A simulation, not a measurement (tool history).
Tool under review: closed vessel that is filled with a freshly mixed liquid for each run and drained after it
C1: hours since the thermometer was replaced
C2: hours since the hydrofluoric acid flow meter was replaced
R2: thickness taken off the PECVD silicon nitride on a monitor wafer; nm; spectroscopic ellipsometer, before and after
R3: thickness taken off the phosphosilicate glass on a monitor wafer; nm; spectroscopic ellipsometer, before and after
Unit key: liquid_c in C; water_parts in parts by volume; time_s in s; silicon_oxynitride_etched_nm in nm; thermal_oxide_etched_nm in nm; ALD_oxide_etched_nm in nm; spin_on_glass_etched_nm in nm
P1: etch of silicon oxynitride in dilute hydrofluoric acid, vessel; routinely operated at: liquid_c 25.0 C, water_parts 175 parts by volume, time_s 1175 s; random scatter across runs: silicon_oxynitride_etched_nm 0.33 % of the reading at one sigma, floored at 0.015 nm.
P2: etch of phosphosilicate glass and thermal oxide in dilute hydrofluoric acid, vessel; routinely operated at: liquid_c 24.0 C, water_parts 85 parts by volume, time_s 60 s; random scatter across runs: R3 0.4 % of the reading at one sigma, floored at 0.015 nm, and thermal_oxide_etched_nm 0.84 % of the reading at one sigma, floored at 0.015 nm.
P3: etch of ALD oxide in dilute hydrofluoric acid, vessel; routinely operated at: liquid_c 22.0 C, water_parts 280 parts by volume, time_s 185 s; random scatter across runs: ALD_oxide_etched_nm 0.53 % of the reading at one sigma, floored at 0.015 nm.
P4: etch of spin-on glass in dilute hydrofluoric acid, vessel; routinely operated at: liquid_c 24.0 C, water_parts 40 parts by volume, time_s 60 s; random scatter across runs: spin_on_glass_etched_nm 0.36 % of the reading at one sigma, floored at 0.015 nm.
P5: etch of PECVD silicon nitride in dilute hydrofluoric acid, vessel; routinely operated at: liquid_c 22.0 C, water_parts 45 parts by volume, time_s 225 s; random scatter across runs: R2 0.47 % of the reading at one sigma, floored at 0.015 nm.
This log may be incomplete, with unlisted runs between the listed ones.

Run 1, hour 16.5: process P1, liquid_c 25.0 C, water_parts 175 parts by volume, time_s 1175 s; C1 374.2; C2 1067.5. Result: silicon_oxynitride_etched_nm 19.47100 nm.
Run 2, hour 24.8: process P5, liquid_c 22.0 C, water_parts 45 parts by volume, time_s 225 s; C1 382.5; C2 1075.8. Result: R2 8.1637 nm.
Run 3, hour 32.6: process P1, liquid_c 25.0 C, water_parts 175 parts by volume, time_s 1175 s; C1 390.3; C2 1083.6. Result: silicon_oxynitride_etched_nm 19.43900 nm.
Run 4, hour 48.4: process P1, liquid_c 25.0 C, water_parts 175 parts by volume, time_s 1175 s; C1 406.1; C2 1099.4. Result: silicon_oxynitride_etched_nm 19.45400 nm.
Run 5, hour 61.6: process P1, liquid_c 25.0 C, water_parts 175 parts by volume, time_s 1175 s; C1 419.3; C2 1112.6. Result: silicon_oxynitride_etched_nm 19.44700 nm.
Run 6, hour 70.0: process P1, liquid_c 25.0 C, water_parts 175 parts by volume, time_s 30 s; C1 427.7; C2 1121.0. Result: silicon_oxynitride_etched_nm 0.48529 nm.
Run 7, hour 86.7: process P2, liquid_c 24.0 C, water_parts 85 parts by volume, time_s 60 s; C1 444.4; C2 1137.7. Result: R3 116.260 nm, thermal_oxide_etched_nm 3.2352 nm.
Run 8, hour 94.6: process P1, liquid_c 25.0 C, water_parts 175 parts by volume, time_s 1175 s; C1 452.3; C2 1145.6. Result: silicon_oxynitride_etched_nm 19.45000 nm.
Run 9, hour 105.7: process P3, liquid_c 22.0 C, water_parts 280 parts by volume, time_s 85 s; C1 463.4; C2 1156.7. Result: ALD_oxide_etched_nm 6.1191 nm.
Run 10, hour 114.9: process P1, liquid_c 25.0 C, water_parts 175 parts by volume, time_s 1775 s; C1 472.6; C2 1165.9. Result: silicon_oxynitride_etched_nm 29.52900 nm.
Run 11, hour 126.2: process P4, liquid_c 24.0 C, water_parts 20 parts by volume, time_s 60 s; C1 483.9; C2 1177.2. Result: spin_on_glass_etched_nm 155.700 nm.
Run 12, hour 141.0: process P1, liquid_c 25.0 C, water_parts 300 parts by volume, time_s 1175 s; C1 498.7; C2 1192.0. Result: silicon_oxynitride_etched_nm 10.33100 nm.
Run 13, hour 156.4: process P5, liquid_c 22.0 C, water_parts 45 parts by volume, time_s 100 s; C1 514.1; C2 1207.4. Result: R2 3.6218 nm.
Run 14, hour 172.9: process P5, liquid_c 22.0 C, water_parts 20 parts by volume, time_s 225 s; C1 530.6; C2 1223.9. Result: R2 17.7910 nm.
Run 15, hour 183.7: process P2, liquid_c 24.0 C, water_parts 85 parts by volume, time_s 30 s; C1 541.4; C2 1234.7. Result: R3 57.886 nm, thermal_oxide_etched_nm 1.6287 nm.
Run 16, hour 192.3: process P5, liquid_c 22.0 C, water_parts 45 parts by volume, time_s 225 s; C1 550.0; C2 1243.3. Result: R2 8.1780 nm.
Run 17, hour 209.6: process P3, liquid_c 22.0 C, water_parts 50 parts by volume, time_s 185 s; C1 567.3; C2 1260.6. Result: ALD_oxide_etched_nm 94.5410 nm.
Run 18, hour 224.1: process P4, liquid_c 31.5 C, water_parts 40 parts by volume, time_s 60 s; C1 581.8; C2 1275.1. Result: spin_on_glass_etched_nm 102.630 nm.
Run 19, hour 232.8: process P2, liquid_c 24.0 C, water_parts 35 parts by volume, time_s 60 s; C1 590.5; C2 1283.8. Result: R3 302.540 nm, thermal_oxide_etched_nm 8.4802 nm.
Run 20, hour 247.0: process P2, liquid_c 17.0 C, water_parts 85 parts by volume, time_s 60 s; C1 604.7; C2 1298.0. Result: R3 87.365 nm, thermal_oxide_etched_nm 2.4392 nm.
Run 21, hour 259.2: process P3, liquid_c 17.0 C, water_parts 280 parts by volume, time_s 185 s; C1 616.9; C2 1310.2. Result: ALD_oxide_etched_nm 10.9850 nm.
Run 22, hour 276.0: process P2, liquid_c 24.0 C, water_parts 85 parts by volume, time_s 60 s; C1 633.7; C2 1327.0. Result: R3 117.000 nm, thermal_oxide_etched_nm 3.2935 nm.
Run 23, hour 290.0: process P5, liquid_c 30.0 C, water_parts 45 parts by volume, time_s 225 s; C1 647.7; C2 1341.0. Result: R2 14.0450 nm.
Run 24, hour 299.2: process P3, liquid_c 22.0 C, water_parts 280 parts by volume, time_s 185 s; C1 656.9; C2 1350.2. Result: ALD_oxide_etched_nm 13.1480 nm.
Run 25, hour 312.8: process P4, liquid_c 24.0 C, water_parts 40 parts by volume, time_s 60 s; C1 670.5; C2 1363.8. Result: spin_on_glass_etched_nm 75.823 nm.
Run 26, hour 327.6: process P1, liquid_c 21.0 C, water_parts 175 parts by volume, time_s 1175 s; C1 685.3; C2 1378.6. Result: silicon_oxynitride_etched_nm 16.26000 nm.
Run 27, hour 337.1: process P1, liquid_c 25.0 C, water_parts 175 parts by volume, time_s 1175 s; C1 694.8; C2 1388.1. Result: silicon_oxynitride_etched_nm 19.35300 nm.
Run 28, hour 347.3: process P4, liquid_c 24.0 C, water_parts 40 parts by volume, time_s 60 s; C1 705.0; C2 1398.3. Result: spin_on_glass_etched_nm 76.497 nm.
Run 29, hour 356.4: process P1, liquid_c 25.0 C, water_parts 70 parts by volume, time_s 1175 s; C1 714.1; C2 1407.4. Result: silicon_oxynitride_etched_nm 53.26800 nm.
Run 30, hour 372.3: process P1, liquid_c 31.0 C, water_parts 175 parts by volume, time_s 2280 s; C1 730.0; C2 1423.3. Result: silicon_oxynitride_etched_nm 48.89500 nm.
Run 31, hour 381.6: process P4, liquid_c 24.0 C, water_parts 40 parts by volume, time_s 105 s; C1 739.3; C2 1432.6. Result: spin_on_glass_etched_nm 132.820 nm.
Run 32, hour 395.1: process P1, liquid_c 25.0 C, water_parts 175 parts by volume, time_s 1175 s; C1 752.8; C2 1446.1. Result: silicon_oxynitride_etched_nm 19.43700 nm.
Run 33, hour 411.8: process P1, liquid_c 31.5 C, water_parts 175 parts by volume, time_s 1175 s; C1 769.5; C2 1462.8. Result: silicon_oxynitride_etched_nm 25.74300 nm.
Run 34, hour 428.4: process P1, liquid_c 25.0 C, water_parts 175 parts by volume, time_s 1175 s; C1 786.1; C2 1479.4. Result: silicon_oxynitride_etched_nm 19.44600 nm.
Run 35, hour 441.1: process P1, liquid_c 25.0 C, water_parts 175 parts by volume, time_s 1175 s; C1 798.8; C2 1492.1. Result: silicon_oxynitride_etched_nm 18.77400 nm.
Run 36, hour 453.4: process P1, liquid_c 25.0 C, water_parts 175 parts by volume, time_s 1175 s; C1 811.1; C2 1504.4. Result: silicon_oxynitride_etched_nm 18.36000 nm.
Run 37, hour 462.1: process P1, liquid_c 25.0 C, water_parts 175 parts by volume, time_s 1175 s; C1 819.8; C2 1513.1. Result: silicon_oxynitride_etched_nm 18.14100 nm.
Run 38, hour 469.7: process P1, liquid_c 25.0 C, water_parts 175 parts by volume, time_s 1175 s; C1 827.4; C2 1520.7. Result: silicon_oxynitride_etched_nm 18.09700 nm.
Run 39, hour 482.6: process P1, liquid_c 25.0 C, water_parts 175 parts by volume, time_s 1175 s; C1 840.3; C2 1533.6. Result: silicon_oxynitride_etched_nm 17.95000 nm.
Run 40, hour 494.2: process P1, liquid_c 25.0 C, water_parts 175 parts by volume, time_s 1175 s; C1 851.9; C2 1545.2. Result: silicon_oxynitride_etched_nm 17.96600 nm.
Run 41, hour 510.8: process P1, liquid_c 25.0 C, water_parts 175 parts by volume, time_s 1175 s; C1 868.5; C2 1561.8. Result: silicon_oxynitride_etched_nm 17.90400 nm.

Something has made what P1 gives creep away from where it was; the 2 causes below, each at its own stated size, fit the log equally well:
A: hydrofluoric acid flow below the setpoint (%) = 7.28
B: liquid colder than its thermometer reads (K) = 1.92
The onset of the drift is placed at about hour 428.4.

Consider the 4 single-wafer check runs listed below, results given as question marks: which one distinguishes between the causes by giving clearly different results for each?
Run check 1, hour 527.4: process P2, liquid_c 17.0 C, water_parts 85 parts by volume, time_s 60 s. Result: R3 ?, thermal_oxide_etched_nm ?.
Run check 2, hour 527.4: process P3, liquid_c 22.0 C, water_parts 80 parts by volume, time_s 185 s. Result: ALD_oxide_etched_nm ?.
Run check 3, hour 527.4: process P4, liquid_c 28.0 C, water_parts 25 parts by volume, time_s 60 s. Result: spin_on_glass_etched_nm ?.
Run check 4, hour 527.4: process P5, liquid_c 28.5 C, water_parts 45 parts by volume, time_s 225 s. Result: R2 ?.

Outcome of each check run for each possible cause:
  check                   result     if A     if B
check 1                       R3   80.260   80.276
check 1  thermal_oxide_etched_nm   2.2703   2.2707
check 2      ALD_oxide_etched_nm  52.5560  52.7630
check 3  spin_on_glass_etched_nm  135.550  135.480
check 4                       R2  11.7650  11.1680
Per-check spread between the two closest causes, in the result where they differ most: check 1 0.02 %; check 2 0.39 %; check 3 0.05 %; check 4 5.21 %
Of the check runs offered, only check 4 discriminates between the causes; the rest would read about the same regardless of which cause applies.

Check 4 was then run and gave: R2 11.2420 nm. Which cause is it?

It was cause B: liquid colder than its thermometer reads (K).
